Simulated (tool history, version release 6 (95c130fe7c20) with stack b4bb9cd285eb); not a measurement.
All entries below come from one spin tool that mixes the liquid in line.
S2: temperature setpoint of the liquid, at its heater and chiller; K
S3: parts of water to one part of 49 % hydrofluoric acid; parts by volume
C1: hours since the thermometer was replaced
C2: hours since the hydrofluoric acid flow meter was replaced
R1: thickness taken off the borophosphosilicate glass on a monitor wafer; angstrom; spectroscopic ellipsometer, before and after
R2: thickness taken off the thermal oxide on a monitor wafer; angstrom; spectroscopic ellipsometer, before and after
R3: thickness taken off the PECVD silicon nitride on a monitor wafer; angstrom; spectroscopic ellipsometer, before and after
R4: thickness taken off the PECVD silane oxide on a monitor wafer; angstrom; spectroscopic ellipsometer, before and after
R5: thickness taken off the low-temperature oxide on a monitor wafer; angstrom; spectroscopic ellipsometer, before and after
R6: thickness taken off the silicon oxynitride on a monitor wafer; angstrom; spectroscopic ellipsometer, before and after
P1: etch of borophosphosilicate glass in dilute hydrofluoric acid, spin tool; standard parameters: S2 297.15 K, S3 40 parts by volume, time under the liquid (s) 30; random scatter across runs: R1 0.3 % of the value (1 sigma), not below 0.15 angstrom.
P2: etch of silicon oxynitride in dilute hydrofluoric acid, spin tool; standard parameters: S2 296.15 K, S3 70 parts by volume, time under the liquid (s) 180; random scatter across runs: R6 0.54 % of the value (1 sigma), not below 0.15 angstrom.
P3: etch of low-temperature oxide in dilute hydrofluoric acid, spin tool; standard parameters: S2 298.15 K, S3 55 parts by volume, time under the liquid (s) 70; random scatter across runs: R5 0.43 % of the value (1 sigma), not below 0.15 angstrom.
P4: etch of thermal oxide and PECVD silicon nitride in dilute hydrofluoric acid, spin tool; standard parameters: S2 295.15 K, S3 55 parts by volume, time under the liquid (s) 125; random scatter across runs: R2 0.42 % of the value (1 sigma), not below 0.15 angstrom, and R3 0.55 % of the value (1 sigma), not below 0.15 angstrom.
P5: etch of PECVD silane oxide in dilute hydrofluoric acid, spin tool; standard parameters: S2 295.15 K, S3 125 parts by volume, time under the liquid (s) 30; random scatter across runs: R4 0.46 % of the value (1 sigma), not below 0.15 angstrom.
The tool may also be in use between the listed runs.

run 1 day=0.175 | process_that_ran=P1 S2=297.15 S3=40 time_under_the_liquid_(s)=30 | C1=1125.6 C2=903.5 | R1=431.17
run 2 day=0.379 | process_that_ran=P1 S2=297.15 S3=40 time_under_the_liquid_(s)=45 | C1=1130.5 C2=908.4 | R1=651.69
run 3 day=0.738 | process_that_ran=P1 S2=297.15 S3=20 time_under_the_liquid_(s)=30 | C1=1139.1 C2=917 | R1=888.23
run 4 day=1.083 | process_that_ran=P1 S2=297.15 S3=40 time_under_the_liquid_(s)=30 | C1=1147.4 C2=925.3 | R1=436.26
run 5 day=1.292 | process_that_ran=P1 S2=297.15 S3=40 time_under_the_liquid_(s)=30 | C1=1152.4 C2=930.3 | R1=433.96
run 6 day=1.504 | process_that_ran=P1 S2=297.15 S3=70 time_under_the_liquid_(s)=30 | C1=1157.5 C2=935.4 | R1=240.27
run 7 day=1.812 | process_that_ran=P1 S2=297.15 S3=40 time_under_the_liquid_(s)=30 | C1=1164.9 C2=942.8 | R1=433.05
run 8 day=2.142 | process_that_ran=P1 S2=291.65 S3=40 time_under_the_liquid_(s)=55 | C1=1172.8 C2=950.7 | R1=627.98
run 9 day=2.346 | process_that_ran=P4 S2=295.15 S3=20 time_under_the_liquid_(s)=125 | C1=1177.7 C2=955.6 | R2=288.98 R3=148.88
run 10 day=2.704 | process_that_ran=P5 S2=302.65 S3=125 time_under_the_liquid_(s)=30 | C1=1186.3 C2=964.2 | R4=108.51
-- day=2.783 thermometer replaced
run 11 day=2.871 | process_that_ran=P4 S2=295.15 S3=55 time_under_the_liquid_(s)=180 | C1=2.2 C2=968.2 | R2=143.1 R3=79.587
run 12 day=3.058 | process_that_ran=P1 S2=297.15 S3=40 time_under_the_liquid_(s)=15 | C1=6.7 C2=972.7 | R1=216.9
run 13 day=3.371 | process_that_ran=P3 S2=298.15 S3=55 time_under_the_liquid_(s)=15 | C1=14.2 C2=980.2 | R5=31.165
run 14 day=3.571 | process_that_ran=P2 S2=296.15 S3=70 time_under_the_liquid_(s)=180 | C1=19 C2=985 | R6=57.42
run 15 day=3.779 | process_that_ran=P4 S2=295.15 S3=55 time_under_the_liquid_(s)=125 | C1=24 C2=990 | R2=100.26 R3=56.171
run 16 day=4.012 | process_that_ran=P2 S2=296.15 S3=70 time_under_the_liquid_(s)=85 | C1=29.6 C2=995.6 | R6=27.026
run 17 day=4.3 | process_that_ran=P2 S2=296.15 S3=40 time_under_the_liquid_(s)=180 | C1=36.5 C2=1002.5 | R6=103.42
run 18 day=4.583 | process_that_ran=P4 S2=303.15 S3=55 time_under_the_liquid_(s)=125 | C1=43.3 C2=1009.3 | R2=138.65 R3=93.81
run 19 day=4.754 | process_that_ran=P1 S2=293.15 S3=40 time_under_the_liquid_(s)=50 | C1=47.4 C2=1013.4 | R1=609.85
run 20 day=5.067 | process_that_ran=P5 S2=295.15 S3=125 time_under_the_liquid_(s)=15 | C1=54.9 C2=1020.9 | R4=40.456
run 21 day=5.358 | process_that_ran=P1 S2=292.15 S3=40 time_under_the_liquid_(s)=30 | C1=61.9 C2=1027.9 | R1=353.56
run 22 day=5.571 | process_that_ran=P3 S2=306.15 S3=55 time_under_the_liquid_(s)=70 | C1=67 C2=1033 | R5=200.52
run 23 day=5.892 | process_that_ran=P5 S2=295.15 S3=125 time_under_the_liquid_(s)=30 | C1=74.7 C2=1040.7 | R4=81.77
run 24 day=6.183 | process_that_ran=P1 S2=303.15 S3=40 time_under_the_liquid_(s)=30 | C1=81.7 C2=1047.7 | R1=555.82
-- day=6.238 hydrofluoric acid flow meter replaced
run 25 day=6.388 | process_that_ran=P1 S2=297.15 S3=40 time_under_the_liquid_(s)=30 | C1=86.6 C2=3.6 | R1=434.97
run 26 day=6.746 | process_that_ran=P5 S2=295.15 S3=65 time_under_the_liquid_(s)=30 | C1=95.2 C2=12.2 | R4=167.62
run 27 day=7.112 | process_that_ran=P3 S2=298.15 S3=55 time_under_the_liquid_(s)=70 | C1=104 C2=21 | R5=145.06
run 28 day=7.325 | process_that_ran=P3 S2=298.15 S3=20 time_under_the_liquid_(s)=70 | C1=109.1 C2=26.1 | R5=418.46
run 29 day=7.504 | process_that_ran=P2 S2=291.65 S3=70 time_under_the_liquid_(s)=180 | C1=113.4 C2=30.4 | R6=46.009
run 30 day=7.842 | process_that_ran=P1 S2=297.15 S3=40 time_under_the_liquid_(s)=30 | C1=121.5 C2=38.5 | R1=436.7
run 31 day=8.212 | process_that_ran=P1 S2=297.15 S3=40 time_under_the_liquid_(s)=30 | C1=130.4 C2=47.4 | R1=424.57
run 32 day=8.475 | process_that_ran=P1 S2=297.15 S3=40 time_under_the_liquid_(s)=30 | C1=136.7 C2=53.7 | R1=418.46
run 33 day=8.817 | process_that_ran=P1 S2=297.15 S3=40 time_under_the_liquid_(s)=30 | C1=144.9 C2=61.9 | R1=410.38
run 34 day=9.162 | process_that_ran=P1 S2=297.15 S3=40 time_under_the_liquid_(s)=30 | C1=153.2 C2=70.2 | R1=410.28
run 35 day=9.371 | process_that_ran=P1 S2=297.15 S3=40 time_under_the_liquid_(s)=30 | C1=158.2 C2=75.2 | R1=409.85
run 36 day=9.733 | process_that_ran=P1 S2=297.15 S3=40 time_under_the_liquid_(s)=30 | C1=166.9 C2=83.9 | R1=409.14
run 37 day=10.017 | process_that_ran=P1 S2=297.15 S3=40 time_under_the_liquid_(s)=30 | C1=173.7 C2=90.7 | R1=406.37
run 38 day=10.258 | process_that_ran=P1 S2=297.15 S3=40 time_under_the_liquid_(s)=30 | C1=179.5 C2=96.5 | R1=407.63

Something has made what P1 gives creep away from where it was; the 2 causes below, each at its own stated size, fit the log equally well:
A: liquid colder than its thermometer reads (K) = 1.57
B: hydrofluoric acid flow below the setpoint (%) = 5.98
The process output started creeping at around day 7.842.

Below are 4 check runs, each on a single wafer, with their results shown as question marks. Which of them would tell the listed causes apart, meaning the causes would give clearly different results under it?
run check 1 day=10.5 | process_that_ran=P4 S2=295.15 S3=55 time_under_the_liquid_(s)=125 | R2=? R3=?
run check 2 day=10.5 | process_that_ran=P5 S2=295.15 S3=125 time_under_the_liquid_(s)=30 | R4=?
run check 3 day=10.5 | process_that_ran=P3 S2=298.15 S3=55 time_under_the_liquid_(s)=70 | R5=?
run check 4 day=10.5 | process_that_ran=P2 S2=296.15 S3=70 time_under_the_liquid_(s)=180 | R6=?

Outcome of each check run for each possible cause:
check=check_1 result=R2 if_A=93.815 if_B=93.79
check=check_1 result=R3 if_A=50.08 if_B=52.519
check=check_2 result=R4 if_A=76.639 if_B=76.04
check=check_3 result=R5 if_A=136.63 if_B=136.34
check=check_4 result=R6 if_A=53.005 if_B=53.614
Per check, the gap between the least separated pair of causes, taken in the result that splits them most: check 1 4.76 %; check 2 0.78 %; check 3 0.22 %; check 4 1.14 %
Check 1 is the one run that separates the causes; every other check would come out nearly the same whichever cause is at work.

With check 1 done, the readings were: R2 93.827 angstrom; R3 50.564 angstrom. Identify which of the listed causes applies.

It is A: liquid colder than its thermometer reads (K).
